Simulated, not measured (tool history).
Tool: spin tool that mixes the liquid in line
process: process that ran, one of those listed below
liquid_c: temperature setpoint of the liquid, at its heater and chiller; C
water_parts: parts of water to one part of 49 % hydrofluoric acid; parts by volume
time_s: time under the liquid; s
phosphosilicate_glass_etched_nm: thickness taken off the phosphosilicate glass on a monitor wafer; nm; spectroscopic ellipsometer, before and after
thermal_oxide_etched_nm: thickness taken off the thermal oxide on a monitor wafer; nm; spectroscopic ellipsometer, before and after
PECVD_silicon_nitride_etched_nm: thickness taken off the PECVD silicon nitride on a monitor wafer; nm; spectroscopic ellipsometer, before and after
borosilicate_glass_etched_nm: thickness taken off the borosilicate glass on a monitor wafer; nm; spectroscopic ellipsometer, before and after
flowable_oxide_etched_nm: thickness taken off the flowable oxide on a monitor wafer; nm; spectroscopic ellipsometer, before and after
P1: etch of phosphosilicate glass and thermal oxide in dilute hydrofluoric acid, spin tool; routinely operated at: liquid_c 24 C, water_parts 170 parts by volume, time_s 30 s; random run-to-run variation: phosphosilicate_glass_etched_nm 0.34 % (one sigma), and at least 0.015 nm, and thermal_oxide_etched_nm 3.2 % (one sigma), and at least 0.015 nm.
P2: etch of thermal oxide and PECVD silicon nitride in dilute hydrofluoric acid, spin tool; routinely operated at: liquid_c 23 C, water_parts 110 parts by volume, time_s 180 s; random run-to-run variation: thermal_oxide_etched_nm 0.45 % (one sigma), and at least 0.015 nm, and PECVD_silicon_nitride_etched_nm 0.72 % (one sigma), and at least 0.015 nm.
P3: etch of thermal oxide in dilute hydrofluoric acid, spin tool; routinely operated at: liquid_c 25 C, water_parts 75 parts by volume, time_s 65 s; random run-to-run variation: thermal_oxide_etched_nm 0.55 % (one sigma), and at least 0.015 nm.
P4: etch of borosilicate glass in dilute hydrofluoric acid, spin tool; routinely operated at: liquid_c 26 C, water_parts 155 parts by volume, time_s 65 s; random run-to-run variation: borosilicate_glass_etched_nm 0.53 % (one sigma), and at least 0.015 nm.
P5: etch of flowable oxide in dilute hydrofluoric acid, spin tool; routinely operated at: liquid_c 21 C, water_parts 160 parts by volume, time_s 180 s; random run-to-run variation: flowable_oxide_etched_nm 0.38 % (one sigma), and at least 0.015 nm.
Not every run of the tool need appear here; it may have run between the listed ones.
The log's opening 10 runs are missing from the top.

run   hour  process  liquid_c  water_parts  time_s  hours since the thermometer was replaced  hours since the hydrofluoric acid flow meter was replaced  phosphosilicate_glass_etched_nm  thermal_oxide_etched_nm  PECVD_silicon_nitride_etched_nm  borosilicate_glass_etched_nm  flowable_oxide_etched_nm
 11    104       P1        24          170      30                                     549.3                                                      365.4                           9.6174                   0.8211
 12  116.1       P1        19          170      30                                     561.4                                                      377.5                           7.9391                  0.65382
 13    124       P5      28.5          160     180                                     569.3                                                      385.4                                                                                                                                             65.991
 14  131.2       P5        21          160      15                                     576.5                                                      392.6                                                                                                                                              4.118
 15  137.3       P4        31          155      65                                     582.6                                                      398.7                                                                                                                   11.187
 16  145.2       P1        24          170      30                                     590.5                                                      406.6                           9.6193                  0.75519
 17    157       P3        25          135      65                                     602.3                                                      418.4                                                    2.3051
 18  169.6       P2        23          110     320                                     614.9                                                        431                                                    12.871                           6.9892
 19  176.6       P5        21          290     180                                     621.9                                                        438                                                                                                                                             24.024
 20    186       P4        26          155      65                                     631.3                                                      447.4                                                                                                                   9.2688
 21  195.1       P3        25           75      65                                     640.4                                                      456.5                                                    4.4436
 22    204       P1      27.5          170      15                                     649.3                                                      465.4                           5.4553                  0.43738

Expected results for the next run?
 23   214       P1        24          170      30                                     659.3                                                      475.4                                ?                        ?

phosphosilicate_glass_etched_nm: 9.5557 nm
thermal_oxide_etched_nm: 0.8116 nm
